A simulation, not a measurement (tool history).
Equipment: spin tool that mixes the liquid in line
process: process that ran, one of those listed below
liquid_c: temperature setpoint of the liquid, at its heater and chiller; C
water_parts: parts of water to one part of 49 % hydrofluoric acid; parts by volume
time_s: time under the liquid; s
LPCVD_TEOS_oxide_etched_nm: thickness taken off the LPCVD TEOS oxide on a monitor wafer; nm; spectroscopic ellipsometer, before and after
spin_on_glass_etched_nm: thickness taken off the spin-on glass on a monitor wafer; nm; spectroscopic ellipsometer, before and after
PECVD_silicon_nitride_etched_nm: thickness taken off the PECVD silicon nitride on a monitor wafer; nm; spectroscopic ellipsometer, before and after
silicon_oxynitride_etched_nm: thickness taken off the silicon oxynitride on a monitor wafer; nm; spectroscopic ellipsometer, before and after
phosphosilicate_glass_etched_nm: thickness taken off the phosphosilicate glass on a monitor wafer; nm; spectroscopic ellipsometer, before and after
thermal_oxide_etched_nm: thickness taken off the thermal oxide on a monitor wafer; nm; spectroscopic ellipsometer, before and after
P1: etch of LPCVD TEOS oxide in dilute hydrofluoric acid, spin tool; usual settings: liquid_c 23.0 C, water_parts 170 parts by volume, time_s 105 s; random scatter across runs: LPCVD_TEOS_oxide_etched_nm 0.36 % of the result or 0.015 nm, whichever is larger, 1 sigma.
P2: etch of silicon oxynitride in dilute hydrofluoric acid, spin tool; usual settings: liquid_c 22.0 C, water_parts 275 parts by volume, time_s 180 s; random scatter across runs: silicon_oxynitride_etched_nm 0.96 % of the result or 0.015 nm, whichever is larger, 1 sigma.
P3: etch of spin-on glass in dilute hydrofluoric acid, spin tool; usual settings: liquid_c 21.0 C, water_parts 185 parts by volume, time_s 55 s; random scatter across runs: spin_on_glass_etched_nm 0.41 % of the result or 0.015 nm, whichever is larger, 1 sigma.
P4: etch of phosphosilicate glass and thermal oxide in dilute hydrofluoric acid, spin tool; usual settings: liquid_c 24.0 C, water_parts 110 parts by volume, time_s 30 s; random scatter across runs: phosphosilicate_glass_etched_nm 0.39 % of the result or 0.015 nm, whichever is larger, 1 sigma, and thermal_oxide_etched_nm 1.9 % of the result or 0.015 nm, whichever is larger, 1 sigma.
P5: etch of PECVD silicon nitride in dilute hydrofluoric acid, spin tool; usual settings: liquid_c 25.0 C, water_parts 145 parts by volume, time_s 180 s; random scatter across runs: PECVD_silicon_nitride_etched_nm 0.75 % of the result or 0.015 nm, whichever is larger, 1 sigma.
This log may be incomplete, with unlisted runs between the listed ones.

| run | hour | process | liquid_c | water_parts | time_s | hours since the thermometer was replaced | hours since the hydrofluoric acid flow meter was replaced | LPCVD_TEOS_oxide_etched_nm | spin_on_glass_etched_nm | PECVD_silicon_nitride_etched_nm | silicon_oxynitride_etched_nm | phosphosilicate_glass_etched_nm | thermal_oxide_etched_nm |
|---|---|---|---|---|---|---|---|---|---|---|---|---|---|
| 1 | 4.1 | P1 | 23.0 | 170 | 105 | 1297.6 | 1669.3 | 10.23000 |  |  |  |  |  |
| 2 | 11.9 | P1 | 23.0 | 170 | 175 | 1305.4 | 1677.1 | 17.06200 |  |  |  |  |  |
| 3 | 18.3 | P3 | 26.0 | 185 | 55 | 1311.8 | 1683.5 |  | 6.0629 |  |  |  |  |
| 4 | 23.2 | P5 | 31.0 | 145 | 180 | 1316.7 | 1688.4 |  |  | 4.5816 |  |  |  |
| 5 | 31.0 | P3 | 21.0 | 185 | 30 | 1324.5 | 1696.2 |  | 2.7258 |  |  |  |  |
| 6 | 35.6 | P1 | 17.0 | 170 | 105 | 1329.1 | 1700.8 | 8.09740 |  |  |  |  |  |
| 7 | 44.6 | P2 | 22.0 | 275 | 180 | 1338.1 | 1709.8 |  |  |  | 2.2540 |  |  |
| 8 | 52.8 | P1 | 23.0 | 170 | 35 | 1346.3 | 1718.0 | 3.40770 |  |  |  |  |  |
| 9 | 57.8 | P5 | 25.0 | 35 | 180 | 1351.3 | 1723.0 |  |  | 12.5230 |  |  |  |
| 10 | 62.7 | P1 | 23.0 | 170 | 105 | 1356.2 | 1727.9 | 10.26400 |  |  |  |  |  |
| 11 | 70.3 | P5 | 25.0 | 145 | 180 | 1363.8 | 1735.5 |  |  | 3.0277 |  |  |  |
| 12 | 78.4 | P2 | 17.0 | 275 | 180 | 1371.9 | 1743.6 |  |  |  | 1.8031 |  |  |
| 13 | 84.5 | P2 | 22.0 | 275 | 300 | 1378.0 | 1749.7 |  |  |  | 3.7550 |  |  |
| 14 | 92.5 | P1 | 27.0 | 270 | 105 | 1386.0 | 1757.7 | 6.69370 |  |  |  |  |  |
| 15 | 97.1 | P1 | 28.5 | 170 | 105 | 1390.6 | 1762.3 | 12.57900 |  |  |  |  |  |
| 16 | 101.1 | P4 | 31.0 | 110 | 30 | 1394.6 | 1766.3 |  |  |  |  | 68.788 | 1.7403 |
|  | 102.5 | hydrofluoric acid flow meter replaced |
| 17 | 108.7 | P3 | 21.0 | 185 | 55 | 1402.2 | 6.2 |  | 5.0064 |  |  |  |  |
| 18 | 117.8 | P3 | 21.0 | 285 | 55 | 1411.3 | 15.3 |  | 2.9641 |  |  |  |  |
| 19 | 124.7 | P1 | 23.0 | 170 | 105 | 1418.2 | 22.2 | 10.25200 |  |  |  |  |  |
| 20 | 132.8 | P5 | 25.0 | 145 | 360 | 1426.3 | 30.3 |  |  | 6.1354 |  |  |  |
| 21 | 140.4 | P4 | 24.0 | 110 | 30 | 1433.9 | 37.9 |  |  |  |  | 52.162 | 1.3215 |
| 22 | 146.1 | P5 | 25.0 | 145 | 180 | 1439.6 | 43.6 |  |  | 3.0909 |  |  |  |
| 23 | 153.6 | P1 | 23.0 | 70 | 105 | 1447.1 | 51.1 | 28.12300 |  |  |  |  |  |
| 24 | 160.1 | P4 | 24.0 | 45 | 30 | 1453.6 | 57.6 |  |  |  |  | 140.170 | 3.5307 |
| 25 | 167.1 | P1 | 23.0 | 245 | 15 | 1460.6 | 64.6 | 0.94477 |  |  |  |  |  |
| 26 | 171.4 | P1 | 23.0 | 170 | 105 | 1464.9 | 68.9 | 10.31500 |  |  |  |  |  |

Run 27 has not been measured yet. What should we expect?
| 27 | 175.6 | P3 | 21.0 | 185 | 55 | 1469.1 | 73.1 |  | ? |  |  |  |  |

spin_on_glass_etched_nm: 5.0498 nm
